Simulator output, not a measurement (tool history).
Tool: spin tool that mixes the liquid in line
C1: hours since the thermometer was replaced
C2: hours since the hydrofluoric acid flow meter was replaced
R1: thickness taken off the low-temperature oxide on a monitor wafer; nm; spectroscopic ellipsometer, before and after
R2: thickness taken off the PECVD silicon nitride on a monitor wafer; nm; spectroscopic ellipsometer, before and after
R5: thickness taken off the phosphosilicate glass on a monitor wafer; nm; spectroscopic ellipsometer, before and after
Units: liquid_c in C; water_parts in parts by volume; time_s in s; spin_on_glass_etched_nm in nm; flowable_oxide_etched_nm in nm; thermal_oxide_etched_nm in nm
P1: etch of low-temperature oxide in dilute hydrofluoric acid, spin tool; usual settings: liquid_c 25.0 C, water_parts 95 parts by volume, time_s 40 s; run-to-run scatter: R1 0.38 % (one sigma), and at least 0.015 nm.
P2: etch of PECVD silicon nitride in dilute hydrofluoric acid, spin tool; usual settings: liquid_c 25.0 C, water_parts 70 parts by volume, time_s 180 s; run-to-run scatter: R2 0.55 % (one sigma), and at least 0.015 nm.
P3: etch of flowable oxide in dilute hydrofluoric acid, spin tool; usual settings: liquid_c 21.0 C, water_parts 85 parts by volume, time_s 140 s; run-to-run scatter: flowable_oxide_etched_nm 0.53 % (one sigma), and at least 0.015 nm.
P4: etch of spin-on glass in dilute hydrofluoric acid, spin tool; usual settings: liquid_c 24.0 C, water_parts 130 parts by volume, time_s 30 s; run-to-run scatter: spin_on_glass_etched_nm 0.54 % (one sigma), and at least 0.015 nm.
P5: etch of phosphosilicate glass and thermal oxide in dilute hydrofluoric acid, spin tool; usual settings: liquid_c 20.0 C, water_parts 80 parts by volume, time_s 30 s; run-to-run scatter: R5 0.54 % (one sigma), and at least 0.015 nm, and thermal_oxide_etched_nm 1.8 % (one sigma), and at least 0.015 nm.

Run 1, day 0.629: process P1, liquid_c 25.0 C, water_parts 95 parts by volume, time_s 40 s; C1 696.1; C2 468.7. Result: R1 15.8980 nm.
Run 2, day 1.012: process P2, liquid_c 25.0 C, water_parts 130 parts by volume, time_s 180 s; C1 705.3; C2 477.9. Result: R2 4.7966 nm.
Run 3, day 1.446: process P4, liquid_c 24.0 C, water_parts 240 parts by volume, time_s 30 s; C1 715.7; C2 488.3. Result: spin_on_glass_etched_nm 5.2597 nm.
Run 4, day 1.833: process P1, liquid_c 25.0 C, water_parts 95 parts by volume, time_s 15 s; C1 725.0; C2 497.6. Result: R1 5.9840 nm.
Run 5, day 2.567: process P1, liquid_c 25.0 C, water_parts 55 parts by volume, time_s 40 s; C1 742.6; C2 515.2. Result: R1 28.9630 nm.
Run 6, day 3.204: process P2, liquid_c 20.5 C, water_parts 70 parts by volume, time_s 180 s; C1 757.9; C2 530.5. Result: R2 6.5865 nm.
Run 7, day 3.708: process P3, liquid_c 21.0 C, water_parts 85 parts by volume, time_s 60 s; C1 770.0; C2 542.6. Result: flowable_oxide_etched_nm 23.478 nm.
Run 8, day 4.321: process P5, liquid_c 26.5 C, water_parts 80 parts by volume, time_s 30 s; C1 784.7; C2 557.3. Result: R5 67.107 nm, thermal_oxide_etched_nm 1.99010 nm.
Run 9, day 4.733: process P2, liquid_c 25.0 C, water_parts 70 parts by volume, time_s 180 s; C1 794.6; C2 567.2. Result: R2 8.8891 nm.
Run 10, day 5.138: process P1, liquid_c 25.0 C, water_parts 95 parts by volume, time_s 40 s; C1 804.3; C2 576.9. Result: R1 15.8700 nm.
Run 11, day 5.858: process P1, liquid_c 25.0 C, water_parts 95 parts by volume, time_s 40 s; C1 821.6; C2 594.2. Result: R1 15.9220 nm.
Run 12, day 6.542: process P2, liquid_c 25.0 C, water_parts 70 parts by volume, time_s 325 s; C1 838.0; C2 610.6. Result: R2 15.9720 nm.
Run 13, day 7.033: process P5, liquid_c 20.0 C, water_parts 80 parts by volume, time_s 30 s; C1 849.8; C2 622.4. Result: R5 50.875 nm, thermal_oxide_etched_nm 1.51060 nm.
Run 14, day 7.733: process P5, liquid_c 20.0 C, water_parts 80 parts by volume, time_s 15 s; C1 866.6; C2 639.2. Result: R5 25.872 nm, thermal_oxide_etched_nm 0.73643 nm.
Run 15, day 8.075: process P4, liquid_c 24.0 C, water_parts 130 parts by volume, time_s 30 s; C1 874.8; C2 647.4. Result: spin_on_glass_etched_nm 10.8670 nm.
Run 16, day 8.475: process P1, liquid_c 17.0 C, water_parts 95 parts by volume, time_s 40 s; C1 884.4; C2 657.0. Result: R1 11.4630 nm.
Run 17, day 9.125: process P1, liquid_c 30.0 C, water_parts 95 parts by volume, time_s 40 s; C1 900.0; C2 672.6. Result: R1 19.2480 nm.
Run 18, day 9.529: process P4, liquid_c 18.5 C, water_parts 130 parts by volume, time_s 30 s; C1 909.7; C2 682.3. Result: spin_on_glass_etched_nm 8.7591 nm.
Run 19, day 10.204: process P3, liquid_c 21.0 C, water_parts 145 parts by volume, time_s 140 s; C1 925.9; C2 698.5. Result: flowable_oxide_etched_nm 30.366 nm.
Run 20, day 10.646: process P1, liquid_c 25.0 C, water_parts 95 parts by volume, time_s 75 s; C1 936.5; C2 709.1. Result: R1 30.0170 nm.
Run 21, day 11.233: process P4, liquid_c 24.0 C, water_parts 130 parts by volume, time_s 55 s; C1 950.6; C2 723.2. Result: spin_on_glass_etched_nm 20.0850 nm.
Run 22, day 11.800: process P1, liquid_c 25.0 C, water_parts 20 parts by volume, time_s 65 s; C1 964.2; C2 736.8. Result: R1 135.4400 nm.
Run 23, day 12.367: process P1, liquid_c 25.0 C, water_parts 145 parts by volume, time_s 40 s; C1 977.8; C2 750.4. Result: R1 9.7547 nm.
Run 24, day 12.838: process P1, liquid_c 17.5 C, water_parts 165 parts by volume, time_s 40 s; C1 989.1; C2 761.7. Result: R1 6.2937 nm.
Run 25, day 13.212: process P5, liquid_c 20.0 C, water_parts 40 parts by volume, time_s 30 s; C1 998.1; C2 770.7. Result: R5 108.220 nm, thermal_oxide_etched_nm 3.19110 nm.
Run 26, day 13.775: process P3, liquid_c 25.0 C, water_parts 85 parts by volume, time_s 140 s; C1 1011.6; C2 784.2. Result: flowable_oxide_etched_nm 64.842 nm.
Run 27, day 14.408: process P3, liquid_c 21.0 C, water_parts 85 parts by volume, time_s 140 s; C1 1026.8; C2 799.4. Result: flowable_oxide_etched_nm 55.095 nm.
Run 28, day 15.112: process P1, liquid_c 25.0 C, water_parts 95 parts by volume, time_s 40 s; C1 1043.7; C2 816.3. Result: R1 15.7770 nm.
Run 29, day 15.829: process P2, liquid_c 25.0 C, water_parts 70 parts by volume, time_s 180 s; C1 1060.9; C2 833.5. Result: R2 8.8789 nm.
Run 30, day 16.525: process P1, liquid_c 25.0 C, water_parts 95 parts by volume, time_s 40 s; C1 1077.6; C2 850.2. Result: R1 15.7910 nm.
Run 31, day 16.958: process P1, liquid_c 25.0 C, water_parts 95 parts by volume, time_s 40 s; C1 1088.0; C2 860.6. Result: R1 16.1320 nm.
Run 32, day 17.333: process P1, liquid_c 25.0 C, water_parts 95 parts by volume, time_s 40 s; C1 1097.0; C2 869.6. Result: R1 16.2880 nm.
Run 33, day 18.054: process P1, liquid_c 25.0 C, water_parts 95 parts by volume, time_s 40 s; C1 1114.3; C2 886.9. Result: R1 16.4690 nm.
Run 34, day 18.504: process P1, liquid_c 25.0 C, water_parts 95 parts by volume, time_s 40 s; C1 1125.1; C2 897.7. Result: R1 16.5660 nm.
Run 35, day 18.875: process P1, liquid_c 25.0 C, water_parts 95 parts by volume, time_s 40 s; C1 1134.0; C2 906.6. Result: R1 16.7350 nm.
Run 36, day 19.529: process P1, liquid_c 25.0 C, water_parts 95 parts by volume, time_s 40 s; C1 1149.7; C2 922.3. Result: R1 16.6330 nm.
Run 37, day 20.138: process P1, liquid_c 25.0 C, water_parts 95 parts by volume, time_s 40 s; C1 1164.3; C2 936.9. Result: R1 16.6710 nm.
Run 38, day 20.471: process P1, liquid_c 25.0 C, water_parts 95 parts by volume, time_s 40 s; C1 1172.3; C2 944.9. Result: R1 16.7860 nm.
Run 39, day 21.212: process P1, liquid_c 25.0 C, water_parts 95 parts by volume, time_s 40 s; C1 1190.1; C2 962.7. Result: R1 16.7290 nm.
Run 40, day 21.892: process P1, liquid_c 25.0 C, water_parts 95 parts by volume, time_s 40 s; C1 1206.4; C2 979.0. Result: R1 16.7690 nm.
Run 41, day 22.479: process P1, liquid_c 25.0 C, water_parts 95 parts by volume, time_s 40 s; C1 1220.5; C2 993.1. Result: R1 16.8320 nm.

What P1 gives has crept away from where it was. These 2 causes fit the log equally well, each at the size given:
A: hydrofluoric acid flow above the setpoint (%) = 5.36
B: liquid hotter than its thermometer reads (K) = 1.5
The creep began at about day 16.525.

4 check runs are offered, one wafer each, their results left as question marks. Which one tells the causes apart?
Run check 1, day 23.067: process P3, liquid_c 21.0 C, water_parts 140 parts by volume, time_s 140 s. Result: flowable_oxide_etched_nm ?.
Run check 2, day 23.067: process P4, liquid_c 24.0 C, water_parts 170 parts by volume, time_s 30 s. Result: spin_on_glass_etched_nm ?.
Run check 3, day 23.067: process P5, liquid_c 25.5 C, water_parts 80 parts by volume, time_s 30 s. Result: R5 ?, thermal_oxide_etched_nm ?.
Run check 4, day 23.067: process P2, liquid_c 25.0 C, water_parts 125 parts by volume, time_s 255 s. Result: R2 ?.

What each check would give under each cause:
  check                    result     if A     if B
check 1  flowable_oxide_etched_nm   33.481   33.451
check 2   spin_on_glass_etched_nm   8.4606   8.4117
check 3                        R5   68.393   68.500
check 3   thermal_oxide_etched_nm  1.99900  2.00220
check 4                        R2   7.4707   7.8111
How far apart the two closest causes lie, in the result that separates them most: check 1 0.09 %; check 2 0.58 %; check 3 0.16 %; check 4 4.46 %
Check 4 tells the causes apart: in the others they would give nearly the same result.

Check 4 was then run and gave: R2 7.4946 nm. Which cause is it?

It is A: hydrofluoric acid flow above the setpoint (%).
